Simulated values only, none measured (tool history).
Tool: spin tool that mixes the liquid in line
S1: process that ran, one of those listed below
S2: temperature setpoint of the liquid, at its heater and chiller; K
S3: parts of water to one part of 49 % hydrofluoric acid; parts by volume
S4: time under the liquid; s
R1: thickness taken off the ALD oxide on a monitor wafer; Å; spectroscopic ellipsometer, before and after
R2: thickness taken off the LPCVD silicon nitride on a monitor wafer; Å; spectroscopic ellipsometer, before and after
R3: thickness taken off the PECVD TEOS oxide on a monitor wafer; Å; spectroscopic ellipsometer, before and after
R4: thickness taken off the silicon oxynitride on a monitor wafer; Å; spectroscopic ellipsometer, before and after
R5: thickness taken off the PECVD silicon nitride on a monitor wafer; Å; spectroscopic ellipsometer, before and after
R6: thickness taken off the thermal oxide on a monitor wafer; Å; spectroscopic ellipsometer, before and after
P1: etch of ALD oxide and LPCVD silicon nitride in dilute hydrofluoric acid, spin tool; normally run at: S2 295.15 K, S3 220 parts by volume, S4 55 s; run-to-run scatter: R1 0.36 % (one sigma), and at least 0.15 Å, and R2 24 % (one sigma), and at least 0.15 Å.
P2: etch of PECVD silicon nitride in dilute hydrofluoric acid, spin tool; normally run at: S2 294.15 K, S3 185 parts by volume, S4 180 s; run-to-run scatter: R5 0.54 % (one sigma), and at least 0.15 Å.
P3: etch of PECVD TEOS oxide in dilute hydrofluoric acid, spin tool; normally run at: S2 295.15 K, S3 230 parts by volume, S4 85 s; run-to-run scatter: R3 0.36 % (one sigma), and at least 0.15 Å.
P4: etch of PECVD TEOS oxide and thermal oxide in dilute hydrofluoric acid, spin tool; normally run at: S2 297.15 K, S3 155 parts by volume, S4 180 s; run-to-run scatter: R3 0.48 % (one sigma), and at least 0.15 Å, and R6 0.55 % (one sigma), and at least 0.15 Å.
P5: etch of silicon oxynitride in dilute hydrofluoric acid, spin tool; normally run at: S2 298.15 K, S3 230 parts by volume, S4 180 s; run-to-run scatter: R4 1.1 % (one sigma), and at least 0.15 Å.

| run | day | S1 | S2 | S3 | S4 | R1 | R2 | R3 | R4 | R5 | R6 |
|---|---|---|---|---|---|---|---|---|---|---|---|
| 1 | 0.229 | P1 | 295.15 | 220 | 55 | 64.975 | 1.25090 |  |  |  |  |
| 2 | 0.408 | P3 | 299.65 | 230 | 85 |  |  | 69.481 |  |  |  |
| 3 | 0.517 | P5 | 298.15 | 65 | 180 |  |  |  | 95.427 |  |  |
| 4 | 0.762 | P5 | 298.15 | 230 | 180 |  |  |  | 23.647 |  |  |
| 5 | 0.879 | P2 | 302.15 | 185 | 180 |  |  |  |  | 73.9360 |  |
| 6 | 1.108 | P1 | 295.15 | 100 | 55 | 162.810 | 1.87780 |  |  |  |  |
| 7 | 1.312 | P4 | 291.65 | 155 | 180 |  |  | 163.840 |  |  | 42.4200 |
| 8 | 1.504 | P4 | 297.15 | 155 | 180 |  |  | 201.130 |  |  | 52.5430 |
| 9 | 1.708 | P1 | 295.15 | 220 | 90 | 107.070 | 1.51950 |  |  |  |  |
| 10 | 1.954 | P5 | 298.15 | 230 | 180 |  |  |  | 23.588 |  |  |
| 11 | 2.104 | P1 | 295.15 | 105 | 15 | 42.058 | 0.68513 |  |  |  |  |
| 12 | 2.325 | P5 | 293.65 | 230 | 180 |  |  |  | 19.131 |  |  |
| 13 | 2.542 | P2 | 294.15 | 185 | 15 |  |  |  |  | 3.8981 |  |
| 14 | 2.775 | P1 | 295.15 | 375 | 55 | 33.302 | 0.49789 |  |  |  |  |
| 15 | 2.942 | P4 | 297.15 | 75 | 180 |  |  | 460.530 |  |  | 120.4600 |
| 16 | 3.138 | P1 | 295.15 | 220 | 55 | 64.674 | 1.16170 |  |  |  |  |
| 17 | 3.308 | P2 | 294.15 | 95 | 180 |  |  |  |  | 85.8600 |  |
| 18 | 3.429 | P4 | 297.15 | 155 | 15 |  |  | 17.035 |  |  | 4.1376 |
| 19 | 3.608 | P3 | 295.15 | 230 | 125 |  |  | 87.099 |  |  |  |
| 20 | 3.783 | P1 | 295.15 | 220 | 55 | 64.931 | 0.74970 |  |  |  |  |
| 21 | 4.000 | P1 | 299.65 | 220 | 55 | 76.651 | 1.23950 |  |  |  |  |
| 22 | 4.108 | P2 | 294.15 | 185 | 180 |  |  |  |  | 44.8460 |  |
| 23 | 4.342 | P1 | 295.15 | 305 | 80 | 62.767 | 0.74617 |  |  |  |  |
| 24 | 4.583 | P3 | 295.15 | 230 | 85 |  |  | 58.644 |  |  |  |
| 25 | 4.754 | P1 | 295.15 | 220 | 15 | 17.782 | 0.46389 |  |  |  |  |
| 26 | 4.888 | P1 | 295.15 | 220 | 55 | 64.701 | 1.12710 |  |  |  |  |
| 27 | 5.079 | P3 | 295.15 | 340 | 85 |  |  | 35.813 |  |  |  |
| 28 | 5.308 | P1 | 295.15 | 220 | 55 | 65.054 | 0.97804 |  |  |  |  |
| 29 | 5.479 | P1 | 290.15 | 220 | 55 | 53.374 | 0.62857 |  |  |  |  |
| 30 | 5.667 | P5 | 298.15 | 230 | 290 |  |  |  | 37.621 |  |  |
| 31 | 5.788 | P1 | 295.15 | 220 | 55 | 64.865 | 0.41989 |  |  |  |  |
| 32 | 5.979 | P1 | 295.15 | 220 | 55 | 62.883 | 0.66467 |  |  |  |  |
| 33 | 6.117 | P1 | 295.15 | 220 | 55 | 61.854 | 1.37280 |  |  |  |  |
| 34 | 6.300 | P1 | 295.15 | 220 | 55 | 61.339 | 0.85076 |  |  |  |  |
| 35 | 6.408 | P1 | 295.15 | 220 | 55 | 61.003 | 0.66544 |  |  |  |  |
| 36 | 6.625 | P1 | 295.15 | 220 | 55 | 60.305 | 1.10010 |  |  |  |  |
| 37 | 6.854 | P1 | 295.15 | 220 | 55 | 60.305 | 0.33301 |  |  |  |  |
| 38 | 6.979 | P1 | 295.15 | 220 | 55 | 59.889 | 1.02620 |  |  |  |  |
| 39 | 7.154 | P1 | 295.15 | 220 | 55 | 60.217 | 0.69918 |  |  |  |  |
| 40 | 7.312 | P1 | 295.15 | 220 | 55 | 60.032 | 1.03770 |  |  |  |  |

What P1 gives has crept away from where it was. These 2 causes fit the log equally well, each at the size given:
A: hydrofluoric acid flow below the setpoint (%) = 6.46
B: liquid colder than its thermometer reads (K) = 2.17
The creep began at about day 5.788.

4 check runs are offered, one wafer each, their results left as question marks. Which one tells the causes apart?
| check 1 | 7.471 | P5 | 298.15 | 230 | 180 |  |  |  | ? |  |  |
| check 2 | 7.471 | P4 | 297.15 | 155 | 180 |  |  | ? |  |  | ? |
| check 3 | 7.471 | P3 | 295.15 | 230 | 85 |  |  | ? |  |  |  |
| check 4 | 7.471 | P2 | 294.15 | 185 | 180 |  |  |  |  | ? |  |

What each check would give under each cause:
| check | result | if A | if B |
|---|---|---|---|
| check 1 | R4 | 21.781 | 21.419 |
| check 2 | R3 | 187.400 | 186.510 |
| check 2 | R6 | 48.5730 | 48.3420 |
| check 3 | R3 | 54.503 | 54.555 |
| check 4 | R5 | 42.0310 | 38.8750 |
How far apart the two closest causes lie, in the result that separates them most: check 1 1.67 %; check 2 0.48 %; check 3 0.09 %; check 4 7.8 %
Only check 4 tells the causes apart: in the others they would give nearly the same result.

Check 4 was then run and gave: R5 41.5650 Å. Which cause is it?

It is A: hydrofluoric acid flow below the setpoint (%).
